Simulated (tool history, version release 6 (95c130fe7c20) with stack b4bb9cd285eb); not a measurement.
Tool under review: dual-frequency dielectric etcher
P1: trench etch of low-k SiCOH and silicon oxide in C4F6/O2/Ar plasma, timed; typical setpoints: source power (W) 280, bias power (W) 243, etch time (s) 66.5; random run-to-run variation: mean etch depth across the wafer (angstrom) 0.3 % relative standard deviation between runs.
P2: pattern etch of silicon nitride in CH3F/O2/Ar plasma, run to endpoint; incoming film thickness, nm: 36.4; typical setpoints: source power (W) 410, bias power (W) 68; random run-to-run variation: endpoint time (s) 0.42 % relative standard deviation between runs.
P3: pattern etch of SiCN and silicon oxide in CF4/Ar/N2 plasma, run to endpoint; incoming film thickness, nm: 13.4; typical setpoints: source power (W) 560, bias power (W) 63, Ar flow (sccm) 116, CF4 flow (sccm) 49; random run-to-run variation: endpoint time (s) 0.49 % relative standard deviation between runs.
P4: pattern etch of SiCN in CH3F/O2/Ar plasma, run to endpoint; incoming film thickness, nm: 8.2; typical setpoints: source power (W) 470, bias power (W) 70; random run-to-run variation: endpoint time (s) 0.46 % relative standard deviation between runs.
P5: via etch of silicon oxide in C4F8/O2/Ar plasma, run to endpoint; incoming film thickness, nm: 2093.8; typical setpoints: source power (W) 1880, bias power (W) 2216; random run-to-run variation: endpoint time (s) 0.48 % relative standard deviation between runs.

| run | hour | process that ran | source power (W) | bias power (W) | etch time (s) | Ar flow (sccm) | CF4 flow (sccm) | hours since the last wet clean | hours since the last source power generator calibration | hours since the last bias power generator calibration | mean etch depth across the wafer (angstrom) | endpoint time (s) |
|---|---|---|---|---|---|---|---|---|---|---|---|---|
| 1 | 3.6 | P1 | 280 | 243 | 66.5 |  |  | 126.9 | 357.6 | 2209.7 | 2059.0 |  |
| 2 | 8.9 | P3 | 560 | 63 |  | 91 | 49 | 132.2 | 362.9 | 2215.0 |  | 13.919 |
| 3 | 15.5 | P5 | 1880 | 2216 |  |  |  | 138.8 | 369.5 | 2221.6 |  | 418.150 |
| 4 | 19.9 | P1 | 280 | 243 | 82.5 |  |  | 143.2 | 373.9 | 2226.0 | 2567.6 |  |
| 5 | 23.6 | P1 | 200 | 193 | 66.5 |  |  | 146.9 | 377.6 | 2229.7 | 1684.5 |  |
|  | 30.0 | bias power generator calibrated |
| 6 | 30.1 | P1 | 350 | 336 | 66.5 |  |  | 153.4 | 384.1 | 0.2 | 2521.5 |  |
| 7 | 35.7 | P1 | 170 | 243 | 66.5 |  |  | 159.0 | 389.7 | 5.8 | 1708.9 |  |
| 8 | 41.4 | P1 | 280 | 324 | 66.5 |  |  | 164.7 | 395.4 | 11.5 | 2295.1 |  |
| 9 | 47.2 | P1 | 280 | 243 | 66.5 |  |  | 170.5 | 401.2 | 17.3 | 2065.3 |  |
| 10 | 52.3 | P1 | 390 | 243 | 66.5 |  |  | 175.6 | 406.3 | 22.4 | 2340.6 |  |
| 11 | 57.8 | P5 | 1880 | 1622 |  |  |  | 181.1 | 411.8 | 27.9 |  | 457.700 |
| 12 | 63.7 | P1 | 280 | 243 | 66.5 |  |  | 187.0 | 417.7 | 33.8 | 2071.1 |  |
| 13 | 70.1 | P3 | 560 | 63 |  | 116 | 49 | 193.4 | 424.1 | 40.2 |  | 14.556 |
| 14 | 74.5 | P3 | 560 | 63 |  | 116 | 39 | 197.8 | 428.5 | 44.6 |  | 15.151 |
| 15 | 77.7 | P2 | 410 | 94 |  |  |  | 201.0 | 431.7 | 47.8 |  | 46.213 |
| 16 | 84.4 | P4 | 270 | 70 |  |  |  | 207.7 | 438.4 | 54.5 |  | 25.107 |
| 17 | 90.1 | P1 | 280 | 243 | 49.0 |  |  | 213.4 | 444.1 | 60.2 | 1522.6 |  |
| 18 | 96.6 | P4 | 470 | 70 |  |  |  | 219.9 | 450.6 | 66.7 |  | 20.590 |
| 19 | 102.8 | P3 | 560 | 89 |  | 116 | 49 | 226.1 | 456.8 | 72.9 |  | 12.669 |
| 20 | 107.9 | P1 | 280 | 243 | 66.5 |  |  | 231.2 | 461.9 | 78.0 | 2062.6 |  |

What does the tool deliver on the next run?
| 21 | 112.9 | P4 | 470 | 70 |  |  |  | 236.2 | 466.9 | 83.0 |  | ? |

endpoint time (s): 20.407
